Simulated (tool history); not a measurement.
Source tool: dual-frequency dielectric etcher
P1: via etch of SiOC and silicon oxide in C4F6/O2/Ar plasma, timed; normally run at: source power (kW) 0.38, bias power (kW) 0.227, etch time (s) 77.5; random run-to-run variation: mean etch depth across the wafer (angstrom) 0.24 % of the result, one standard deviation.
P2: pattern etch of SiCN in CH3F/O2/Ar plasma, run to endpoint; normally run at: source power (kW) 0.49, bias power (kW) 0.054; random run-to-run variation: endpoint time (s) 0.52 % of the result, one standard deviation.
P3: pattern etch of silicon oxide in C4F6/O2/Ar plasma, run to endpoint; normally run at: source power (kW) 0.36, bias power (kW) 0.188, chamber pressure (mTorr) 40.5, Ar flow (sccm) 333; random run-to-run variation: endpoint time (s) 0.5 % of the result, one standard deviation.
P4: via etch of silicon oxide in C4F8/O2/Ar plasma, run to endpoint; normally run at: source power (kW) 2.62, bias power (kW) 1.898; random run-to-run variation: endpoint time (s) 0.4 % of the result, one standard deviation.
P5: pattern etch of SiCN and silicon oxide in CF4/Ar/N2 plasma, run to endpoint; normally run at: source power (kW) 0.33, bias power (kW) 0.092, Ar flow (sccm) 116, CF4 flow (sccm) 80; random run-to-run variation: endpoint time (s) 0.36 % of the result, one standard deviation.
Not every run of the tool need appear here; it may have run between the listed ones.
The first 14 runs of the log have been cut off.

run   hour  process that ran  source power (kW)  bias power (kW)  etch time (s)  Ar flow (sccm)  CF4 flow (sccm)  chamber pressure (mTorr)  hours since the last wet clean  hours since the last source power generator calibration  hours since the last bias power generator calibration  mean etch depth across the wafer (angstrom)  endpoint time (s)
 15   94.9                P5               0.33            0.092                            116               80                                                     274.1                                                   2578.7                                                  488.1                                                          14.839
 16  100.9                P1               0.38            0.312           77.5                                                                                      280.1                                                   2584.7                                                  494.1                                       1047.3
 17  108.8                P3               0.36            0.188                            333                                       56.5                             288                                                   2592.6                                                    502                                                          16.209
 18    116                P1               0.45            0.227           77.5                                                                                      295.2                                                   2599.8                                                  509.2                                       998.01
 19  122.3                P3               0.36            0.188                            333                                       40.5                           301.5                                                   2606.1                                                  515.5                                                          15.654
 20  129.7                P1               0.38            0.227           77.5                                                                                      308.9                                                   2613.5                                                  522.9                                       934.61
 21  137.2                P4               2.62            1.898                                                                                                     316.4                                                     2621                                                  530.4                                                          278.57
 22  143.6                P3               0.36            0.188                            333                                       40.5                           322.8                                                   2627.4                                                  536.8                                                          15.629

For run 23, what comes out?
 23  148.6                P1               0.38            0.227           77.5                                                                                      327.8                                                   2632.4                                                  541.8                                            ?

Run 23 came out at mean etch depth across the wafer (angstrom) 934.5.
